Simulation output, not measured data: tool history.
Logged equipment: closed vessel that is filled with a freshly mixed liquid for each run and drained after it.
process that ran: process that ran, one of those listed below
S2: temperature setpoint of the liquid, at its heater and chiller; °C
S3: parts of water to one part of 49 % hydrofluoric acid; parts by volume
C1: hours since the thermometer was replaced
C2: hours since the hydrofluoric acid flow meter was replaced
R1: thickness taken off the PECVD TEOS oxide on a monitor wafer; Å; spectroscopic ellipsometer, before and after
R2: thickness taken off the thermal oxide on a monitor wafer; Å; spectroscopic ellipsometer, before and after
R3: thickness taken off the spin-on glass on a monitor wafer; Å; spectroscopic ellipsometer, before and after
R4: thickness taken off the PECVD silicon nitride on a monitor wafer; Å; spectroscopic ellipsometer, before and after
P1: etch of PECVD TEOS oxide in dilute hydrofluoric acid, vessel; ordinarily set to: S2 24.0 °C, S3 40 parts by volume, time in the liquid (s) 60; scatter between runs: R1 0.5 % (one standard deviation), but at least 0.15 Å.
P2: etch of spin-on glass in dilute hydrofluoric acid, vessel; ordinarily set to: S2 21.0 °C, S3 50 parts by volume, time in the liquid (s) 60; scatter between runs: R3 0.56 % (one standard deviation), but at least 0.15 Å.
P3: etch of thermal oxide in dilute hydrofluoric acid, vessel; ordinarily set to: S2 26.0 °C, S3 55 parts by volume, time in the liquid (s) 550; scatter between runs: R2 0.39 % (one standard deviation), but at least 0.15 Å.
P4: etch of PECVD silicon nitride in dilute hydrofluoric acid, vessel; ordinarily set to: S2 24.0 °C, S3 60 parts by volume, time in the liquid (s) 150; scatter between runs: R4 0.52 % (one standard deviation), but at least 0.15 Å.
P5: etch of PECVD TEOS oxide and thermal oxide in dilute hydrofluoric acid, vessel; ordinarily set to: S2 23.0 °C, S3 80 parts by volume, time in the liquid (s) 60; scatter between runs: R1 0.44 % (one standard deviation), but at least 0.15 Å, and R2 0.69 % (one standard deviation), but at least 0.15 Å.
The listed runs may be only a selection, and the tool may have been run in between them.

run 1 day=0.204 | process_that_ran=P1 S2=24.0 S3=40 time_in_the_liquid_(s)=60 | C1=666.7 C2=1562.4 | R1=199.850
run 2 day=0.579 | process_that_ran=P3 S2=26.0 S3=80 time_in_the_liquid_(s)=550 | C1=675.7 C2=1571.4 | R2=349.660
run 3 day=0.912 | process_that_ran=P3 S2=26.0 S3=55 time_in_the_liquid_(s)=550 | C1=683.7 C2=1579.4 | R2=529.140
run 4 day=1.329 | process_that_ran=P1 S2=24.0 S3=55 time_in_the_liquid_(s)=60 | C1=693.7 C2=1589.4 | R1=142.110
run 5 day=1.688 | process_that_ran=P1 S2=24.0 S3=20 time_in_the_liquid_(s)=60 | C1=702.3 C2=1598.0 | R1=408.430
run 6 day=1.975 | process_that_ran=P2 S2=21.0 S3=50 time_in_the_liquid_(s)=60 | C1=709.2 C2=1604.9 | R3=678.09
run 7 day=2.162 | process_that_ran=P1 S2=19.0 S3=40 time_in_the_liquid_(s)=60 | C1=713.7 C2=1609.4 | R1=161.210
run 8 day=2.529 | process_that_ran=P1 S2=24.0 S3=40 time_in_the_liquid_(s)=60 | C1=722.5 C2=1618.2 | R1=198.120
run 9 day=2.933 | process_that_ran=P1 S2=24.0 S3=40 time_in_the_liquid_(s)=60 | C1=732.2 C2=1627.9 | R1=198.620
run 10 day=3.346 | process_that_ran=P1 S2=24.0 S3=40 time_in_the_liquid_(s)=60 | C1=742.1 C2=1637.8 | R1=200.650
run 11 day=3.708 | process_that_ran=P2 S2=21.0 S3=50 time_in_the_liquid_(s)=90 | C1=750.8 C2=1646.5 | R3=1025.10
run 12 day=3.921 | process_that_ran=P1 S2=24.0 S3=40 time_in_the_liquid_(s)=35 | C1=755.9 C2=1651.6 | R1=116.530
run 13 day=4.133 | process_that_ran=P1 S2=31.5 S3=40 time_in_the_liquid_(s)=60 | C1=761.0 C2=1656.7 | R1=271.200
run 14 day=4.492 | process_that_ran=P5 S2=23.0 S3=80 time_in_the_liquid_(s)=60 | C1=769.6 C2=1665.3 | R1=104.910 R2=37.479
run 15 day=4.879 | process_that_ran=P1 S2=18.0 S3=40 time_in_the_liquid_(s)=85 | C1=778.9 C2=1674.6 | R1=218.110
run 16 day=5.121 | process_that_ran=P5 S2=31.5 S3=80 time_in_the_liquid_(s)=60 | C1=784.7 C2=1680.4 | R1=146.380 R2=51.492
run 17 day=5.467 | process_that_ran=P4 S2=24.0 S3=20 time_in_the_liquid_(s)=150 | C1=793.0 C2=1688.7 | R4=138.32
run 18 day=5.721 | process_that_ran=P1 S2=24.0 S3=40 time_in_the_liquid_(s)=95 | C1=799.1 C2=1694.8 | R1=317.640
run 19 day=5.958 | process_that_ran=P5 S2=23.0 S3=80 time_in_the_liquid_(s)=60 | C1=804.8 C2=1700.5 | R1=104.610 R2=37.325
run 20 day=6.200 | process_that_ran=P5 S2=23.0 S3=80 time_in_the_liquid_(s)=30 | C1=810.6 C2=1706.3 | R1=52.015 R2=18.295

Run 21 has not been measured yet. What should we expect?
run 21 day=6.458 | process_that_ran=P1 S2=24.0 S3=70 time_in_the_liquid_(s)=105 | C1=816.8 C2=1712.5 | R1=?

R1: 192.490 Å
